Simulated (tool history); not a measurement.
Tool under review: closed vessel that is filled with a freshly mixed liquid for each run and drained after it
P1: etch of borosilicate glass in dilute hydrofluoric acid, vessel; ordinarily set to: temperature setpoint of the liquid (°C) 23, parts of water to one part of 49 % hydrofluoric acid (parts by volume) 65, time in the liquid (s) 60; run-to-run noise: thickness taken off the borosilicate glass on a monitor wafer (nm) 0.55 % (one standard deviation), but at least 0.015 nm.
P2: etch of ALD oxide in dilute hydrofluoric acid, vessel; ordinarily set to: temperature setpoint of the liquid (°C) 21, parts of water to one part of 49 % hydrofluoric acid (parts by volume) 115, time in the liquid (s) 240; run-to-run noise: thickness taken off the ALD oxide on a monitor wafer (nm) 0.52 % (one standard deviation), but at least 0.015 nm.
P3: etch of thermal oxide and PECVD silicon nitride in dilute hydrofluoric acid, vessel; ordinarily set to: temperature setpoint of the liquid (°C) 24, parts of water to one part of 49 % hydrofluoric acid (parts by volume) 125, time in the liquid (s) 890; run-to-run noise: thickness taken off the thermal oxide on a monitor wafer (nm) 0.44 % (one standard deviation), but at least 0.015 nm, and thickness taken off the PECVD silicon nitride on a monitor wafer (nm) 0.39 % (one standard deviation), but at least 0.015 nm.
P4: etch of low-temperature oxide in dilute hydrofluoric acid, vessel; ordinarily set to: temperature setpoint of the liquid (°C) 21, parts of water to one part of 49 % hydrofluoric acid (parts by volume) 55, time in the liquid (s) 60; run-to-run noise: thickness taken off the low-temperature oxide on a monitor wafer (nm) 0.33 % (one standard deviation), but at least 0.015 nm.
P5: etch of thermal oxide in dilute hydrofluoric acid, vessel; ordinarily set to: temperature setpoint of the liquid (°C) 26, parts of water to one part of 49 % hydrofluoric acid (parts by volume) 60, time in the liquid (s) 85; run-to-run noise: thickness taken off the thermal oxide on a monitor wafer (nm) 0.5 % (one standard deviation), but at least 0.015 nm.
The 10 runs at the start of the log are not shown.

| run | hour | process that ran | temperature setpoint of the liquid (°C) | parts of water to one part of 49 % hydrofluoric acid (parts by volume) | time in the liquid (s) | hours since the thermometer was replaced | hours since the hydrofluoric acid flow meter was replaced | thickness taken off the borosilicate glass on a monitor wafer (nm) | thickness taken off the thermal oxide on a monitor wafer (nm) | thickness taken off the PECVD silicon nitride on a monitor wafer (nm) | thickness taken off the low-temperature oxide on a monitor wafer (nm) | thickness taken off the ALD oxide on a monitor wafer (nm) |
|---|---|---|---|---|---|---|---|---|---|---|---|---|
| 11 | 116.2 | P1 | 23 | 65 | 60 | 864.9 | 1617.1 | 26.708 |  |  |  |  |
| 12 | 128.3 | P3 | 31 | 125 | 890 | 877 | 1629.2 |  | 45.593 | 33.463 |  |  |
| 13 | 138.1 | P1 | 28 | 65 | 60 | 886.8 | 1639 | 32.033 |  |  |  |  |
| 14 | 151.5 | P2 | 21 | 115 | 400 | 900.2 | 1652.4 |  |  |  |  | 96.128 |
| 15 | 162.4 | P1 | 23 | 65 | 60 | 911.1 | 1663.3 | 26.558 |  |  |  |  |
| 16 | 169 | P5 | 26 | 60 | 40 | 917.7 | 1669.9 |  | 3.5624 |  |  |  |
| 17 | 175.5 | P5 | 26 | 60 | 85 | 924.2 | 1676.4 |  | 7.4572 |  |  |  |
| 18 | 186.8 | P1 | 23 | 90 | 30 | 935.5 | 1687.7 | 9.2359 |  |  |  |  |
| 19 | 197.7 | P2 | 21 | 115 | 240 | 946.4 | 1698.6 |  |  |  |  | 57.879 |
| 20 | 207.8 | P2 | 21 | 200 | 240 | 956.5 | 1708.7 |  |  |  |  | 30.506 |
| 21 | 218.6 | P1 | 23 | 65 | 60 | 967.3 | 1719.5 | 26.291 |  |  |  |  |
| 22 | 228.9 | P3 | 24 | 35 | 890 | 977.6 | 1729.8 |  | 140.3 | 74.06 |  |  |
| 23 | 243.3 | P1 | 23 | 65 | 60 | 992 | 1744.2 | 26.413 |  |  |  |  |
| 24 | 258 | P1 | 23 | 20 | 60 | 1006.7 | 1758.9 | 90.715 |  |  |  |  |
| 25 | 267.4 | P3 | 24 | 125 | 890 | 1016.1 | 1768.3 |  | 35.144 | 21.396 |  |  |
| 26 | 276.4 | P4 | 21 | 55 | 30 | 1025.1 | 1777.3 |  |  |  | 13.489 |  |
| 27 | 290.7 | P5 | 26 | 35 | 85 | 1039.4 | 1791.6 |  | 13.265 |  |  |  |
| 28 | 301.7 | P2 | 17 | 115 | 240 | 1050.4 | 1802.6 |  |  |  |  | 48.978 |
| 29 | 311.7 | P1 | 17.5 | 65 | 60 | 1060.4 | 1812.6 | 21.181 |  |  |  |  |

Run 30, settings as shown, results not yet in. Your forecast:
| 30 | 323.4 | P4 | 21 | 55 | 60 | 1072.1 | 1824.3 |  |  |  | ? |  |

thickness taken off the low-temperature oxide on a monitor wafer (nm): 26.996
